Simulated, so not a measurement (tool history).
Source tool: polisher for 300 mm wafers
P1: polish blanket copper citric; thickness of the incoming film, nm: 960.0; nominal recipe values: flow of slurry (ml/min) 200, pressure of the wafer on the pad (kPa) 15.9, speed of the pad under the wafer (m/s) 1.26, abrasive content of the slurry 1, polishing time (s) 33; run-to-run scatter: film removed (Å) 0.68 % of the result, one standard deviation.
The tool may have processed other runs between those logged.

run,hour,flow of slurry (ml/min),pressure of the wafer on the pad (kPa),speed of the pad under the wafer (m/s),abrasive content of the slurry,polishing time (s),wafers polished on this pad,hours since the slurry nozzle was cleaned,hours since the head pressure was calibrated,hours since the slurry blender was calibrated,film removed (Å)
1,5.3,200,15.9,1.26,1,33,160,670.7,160.3,80,587.07
2,11.8,200,15.9,1.26,1,33,216,677.2,166.8,86.5,586.69
3,16.6,200,15.9,1.26,1,22,257,682,171.6,91.3,384.26
4,19.6,200,15.9,0.84,1.3,33,282,685,174.6,94.3,416.22
5,24.7,200,15.9,0.64,1,33,326,690.1,179.7,99.4,302.4
6,31.3,200,9.7,1.26,1.35,33,382,696.7,186.3,106,383.27
# hour 34.9: slurry nozzle cleaned
7,36.7,200,24.1,1.26,1,33,428,1.9,191.7,111.4,874.31
8,42.8,200,15.9,1.26,1,33,480,8,197.8,117.5,575.83
9,49.1,200,15.9,1.26,1.35,33,533,14.3,204.1,123.8,618.86
# hour 52.7: head pressure recalibrated
10,54.9,200,11.7,1.26,1,33,583,20.1,2.2,129.6,436.57
11,58.8,300,15.9,1.26,1,33,616,24,6.1,133.5,609.77
12,63.7,200,15.9,1.26,0.55,33,658,28.9,11,138.4,515.41
13,68.7,200,15.9,1.64,1,33,700,33.9,16,143.4,751.45
14,71.7,200,15.9,1.26,1,44,726,36.9,19,146.4,778.52
15,76.9,120,15.9,1.26,1,33,770,42.1,24.2,151.6,532.76
# hour 78.9: slurry blender recalibrated
16,80.9,200,15.9,1.26,1,33,804,46.1,28.2,2.1,584.6
17,87.5,200,15.9,1.26,1,33,860,52.7,34.8,8.7,584.26
18,90.4,200,15.9,1.26,1,33,885,55.6,37.7,11.6,583.73
19,95.1,200,15.9,1.26,1,33,925,60.3,42.4,16.3,564.35
20,99.4,200,15.9,1.26,1,33,962,64.6,46.7,20.6,552.27
21,104.2,200,15.9,1.26,1,33,1003,69.4,51.5,25.4,552.71
# hour 107.4: slurry blender recalibrated
22,109.4,200,15.9,1.26,1,33,1047,74.6,56.7,2,549.01
# hour 110: head pressure recalibrated
23,112.9,200,15.9,1.26,1,33,1077,78.1,3,5.5,536.06
24,117.7,200,15.9,1.26,1,33,1118,82.9,7.8,10.3,545.45
25,123.1,200,15.9,1.26,1,33,1164,88.3,13.2,15.7,538.34
26,128.2,200,15.9,1.26,1,33,1207,93.4,18.3,20.8,540.96

The log shows P1 creeping away from where it was. Any of the 2 causes listed here, at the size stated for it, fits the log just as well as the others:
A: slurry flow missing at the pad, % = 36.9
B: removal rate lost through wear of the pad, % = 7.29
At approximately hour 90.4, the process output began to creep.
All other causes, with the reason each is excluded:
head's pressure below its setpoint, %: maintenance at hour 110, after the shift began, did not return the process to its former output
abrasive missing from the slurry, %: maintenance at hour 107.4, after the shift began, did not return the process to its former output

The list below offers 4 check runs, each averaging the results of 5 wafers, and shows each result as a question mark. For which of them would the listed causes give clearly different results?
check 1,133.3,200,15.9,0.86,0.65,33,,,,,?
check 2,133.3,200,15.9,0.74,1,33,,,,,?
check 3,133.3,200,15.9,1.26,0.55,33,,,,,?
check 4,133.3,300,15.9,1.26,1,33,,,,,?

What each check would give under each cause:
check,result,if A,if B
check 1,film removed (Å),341.22,341.25
check 2,film removed (Å),323.11,323.14
check 3,film removed (Å),477.9,477.94
check 4,film removed (Å),578.95,565.27
Per check, the gap between the least separated pair of causes, taken in the result that splits them most: check 1 0.01 %; check 2 0.01 %; check 3 0.01 %; check 4 2.39 %
Only check 4 tells the causes apart: in the others they would give nearly the same result.

Check 4 was then run and gave: film removed (Å) 567.84. Which cause is it?

The correct cause is B, namely: removal rate lost through wear of the pad, %.
